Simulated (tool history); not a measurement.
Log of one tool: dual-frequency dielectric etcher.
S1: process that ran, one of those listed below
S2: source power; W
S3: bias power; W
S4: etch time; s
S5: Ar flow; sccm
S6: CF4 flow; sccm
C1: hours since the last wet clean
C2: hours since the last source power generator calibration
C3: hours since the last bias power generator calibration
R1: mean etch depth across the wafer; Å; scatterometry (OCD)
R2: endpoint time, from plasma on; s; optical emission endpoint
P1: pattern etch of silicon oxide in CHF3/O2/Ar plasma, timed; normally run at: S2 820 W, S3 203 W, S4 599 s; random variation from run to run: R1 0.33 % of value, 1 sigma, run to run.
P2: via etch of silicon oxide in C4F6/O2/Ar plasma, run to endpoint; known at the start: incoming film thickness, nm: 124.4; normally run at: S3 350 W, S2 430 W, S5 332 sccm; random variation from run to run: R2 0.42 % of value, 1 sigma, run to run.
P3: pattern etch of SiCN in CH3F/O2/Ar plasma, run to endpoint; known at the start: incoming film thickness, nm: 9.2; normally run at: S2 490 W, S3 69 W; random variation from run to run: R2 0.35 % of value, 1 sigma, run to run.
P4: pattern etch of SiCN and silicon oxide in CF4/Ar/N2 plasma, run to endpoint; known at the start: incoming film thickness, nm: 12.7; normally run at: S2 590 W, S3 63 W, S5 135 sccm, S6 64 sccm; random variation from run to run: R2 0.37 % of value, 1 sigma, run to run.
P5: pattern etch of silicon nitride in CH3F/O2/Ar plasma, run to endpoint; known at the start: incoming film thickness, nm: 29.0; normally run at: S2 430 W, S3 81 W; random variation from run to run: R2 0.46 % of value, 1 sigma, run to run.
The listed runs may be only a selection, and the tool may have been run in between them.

| run | hour | S1 | S2 | S3 | S4 | S5 | S6 | C1 | C2 | C3 | R1 | R2 |
|---|---|---|---|---|---|---|---|---|---|---|---|---|
| 1 | 15.7 | P1 | 820 | 203 | 599 |  |  | 243.4 | 1244.8 | 383.9 | 13703 |  |
| 2 | 31.7 | P4 | 590 | 81 |  | 135 | 64 | 259.4 | 1260.8 | 399.9 |  | 11.449 |
| 3 | 45.7 | P4 | 590 | 63 |  | 135 | 64 | 273.4 | 1274.8 | 413.9 |  | 12.607 |
| 4 | 59.6 | P3 | 490 | 69 |  |  |  | 287.3 | 1288.7 | 427.8 |  | 23.404 |
| 5 | 73.9 | P1 | 820 | 203 | 599 |  |  | 301.6 | 1303 | 442.1 | 13579 |  |
| 6 | 81.5 | P2 | 430 | 350 |  | 332 |  | 309.2 | 1310.6 | 449.7 |  | 30.903 |
| 7 | 96.8 | P3 | 380 | 69 |  |  |  | 324.5 | 1325.9 | 465 |  | 25.813 |
| 8 | 109.4 | P2 | 600 | 350 |  | 332 |  | 337.1 | 1338.5 | 477.6 |  | 27.184 |
| 9 | 125.2 | P5 | 430 | 107 |  |  |  | 352.9 | 1354.3 | 493.4 |  | 36.102 |
| 10 | 141.2 | P1 | 820 | 203 | 760 |  |  | 368.9 | 1370.3 | 509.4 | 17318 |  |
| 11 | 149.1 | P5 | 430 | 81 |  |  |  | 376.8 | 1378.2 | 517.3 |  | 39.932 |
| 12 | 157.7 | P1 | 820 | 203 | 417.5 |  |  | 385.4 | 1386.8 | 525.9 | 9519.1 |  |
| 13 | 167.3 | P4 | 590 | 63 |  | 87 | 64 | 395 | 1396.4 | 535.5 |  | 11.645 |
| 14 | 183.8 | P4 | 590 | 63 |  | 135 | 64 | 411.5 | 1412.9 | 552 |  | 12.55 |
| 15 | 199.4 | P4 | 360 | 63 |  | 135 | 64 | 427.1 | 1428.5 | 567.6 |  | 19.411 |
| 16 | 211.5 | P1 | 820 | 203 | 599 |  |  | 439.2 | 1440.6 | 579.7 | 13601 |  |
| 17 | 225.7 | P1 | 820 | 133 | 599 |  |  | 453.4 | 1454.8 | 593.9 | 11783 |  |
| 18 | 241.2 | P1 | 820 | 239 | 434.5 |  |  | 468.9 | 1470.3 | 609.4 | 10450 |  |
| 19 | 252.4 | P1 | 1010 | 203 | 599 |  |  | 480.1 | 1481.5 | 620.6 | 14715 |  |
| 20 | 261.9 | P1 | 500 | 203 | 599 |  |  | 489.6 | 1491 | 630.1 | 11325 |  |
| 21 | 278 | P4 | 590 | 63 |  | 135 | 46 | 505.7 | 1507.1 | 646.2 |  | 13.331 |
| 22 | 295 | P2 | 430 | 475 |  | 332 |  | 522.7 | 1524.1 | 663.2 |  | 27.669 |
| 23 | 307.2 | P3 | 490 | 69 |  |  |  | 534.9 | 1536.3 | 675.4 |  | 23.359 |
| 24 | 318.7 | P2 | 430 | 350 |  | 455 |  | 546.4 | 1547.8 | 686.9 |  | 31.772 |
| 25 | 326.9 | P1 | 820 | 286 | 599 |  |  | 554.6 | 1556 | 695.1 | 15439 |  |
| 26 | 337.5 | P1 | 820 | 203 | 599 |  |  | 565.2 | 1566.6 | 705.7 | 13653 |  |
| 27 | 345.3 | P5 | 260 | 81 |  |  |  | 573 | 1574.4 | 713.5 |  | 47.863 |
| 28 | 358.9 | P3 | 490 | 81 |  |  |  | 586.6 | 1588 | 727.1 |  | 21.998 |
| 29 | 369.6 | P1 | 820 | 157 | 336 |  |  | 597.3 | 1598.7 | 737.8 | 7033.4 |  |
| 30 | 381 | P1 | 820 | 203 | 599 |  |  | 608.7 | 1610.1 | 749.2 | 13591 |  |
| 31 | 389.3 | P1 | 820 | 203 | 599 |  |  | 617 | 1618.4 | 757.5 | 13643 |  |
| 32 | 406.3 | P1 | 820 | 203 | 599 |  |  | 634 | 1635.4 | 774.5 | 13686 |  |
| 33 | 421 | P1 | 820 | 203 | 599 |  |  | 648.7 | 1650.1 | 789.2 | 13771 |  |
| 34 | 429.7 | P1 | 820 | 203 | 599 |  |  | 657.4 | 1658.8 | 797.9 | 13872 |  |
| 35 | 441.8 | P1 | 820 | 203 | 599 |  |  | 669.5 | 1670.9 | 810 | 13822 |  |
|  | 451.1 | wet clean of the chamber |
| 36 | 452.6 | P1 | 820 | 203 | 599 |  |  | 1.6 | 1681.7 | 820.8 | 13874 |  |
| 37 | 467.5 | P1 | 820 | 203 | 599 |  |  | 16.5 | 1696.6 | 835.7 | 13837 |  |
| 38 | 478.5 | P1 | 820 | 203 | 599 |  |  | 27.5 | 1707.6 | 846.7 | 13899 |  |
| 39 | 486.7 | P1 | 820 | 203 | 599 |  |  | 35.7 | 1715.8 | 854.9 | 13794 |  |
| 40 | 497.1 | P1 | 820 | 203 | 599 |  |  | 46.1 | 1726.2 | 865.3 | 13894 |  |
| 41 | 506.8 | P1 | 820 | 203 | 599 |  |  | 55.8 | 1735.9 | 875 | 13835 |  |

Something has made what P1 gives creep away from where it was; the 2 causes below, each at its own stated size, fit the log equally well:
A: bias power that arrives over what is set, % = 4.97
B: source power that arrives over what is set, % = 4.39
The creep began at about hour 381.
Every other cause this tool's parts could produce, and why it does not fit the log:
chamber walls in a state that raises the etch rate, %: was serviced at hour 451.1, once the creep was under way, yet the earlier output never came back

Which of the 4 check runs listed below, each an average over 2 wafers with its results shown as question marks, gives clearly different results under the different listed causes?
| check 1 | 516.5 | P4 | 590 | 63 |  | 95 | 64 |  |  |  |  | ? |
| check 2 | 516.5 | P5 | 330 | 81 |  |  |  |  |  |  |  | ? |
| check 3 | 516.5 | P3 | 490 | 81 |  |  |  |  |  |  |  | ? |
| check 4 | 516.5 | P2 | 430 | 350 |  | 407 |  |  |  |  |  | ? |

Outcome of each check run for each possible cause:
| check | result | if A | if B |
|---|---|---|---|
| check 1 | R2 | 11.663 | 11.404 |
| check 2 | R2 | 43.406 | 43.46 |
| check 3 | R2 | 21.657 | 21.684 |
| check 4 | R2 | 31.021 | 31.052 |
Per check, the gap between the least separated pair of causes, taken in the result that splits them most: check 1 2.24 %; check 2 0.13 %; check 3 0.13 %; check 4 0.1 %
Check 1 is the one run that separates the causes; every other check would come out nearly the same whichever cause is at work.

After running check 1, the following was obtained: R2 11.656 s. Which cause does this point to?

A is the cause: bias power that arrives over what is set, %.
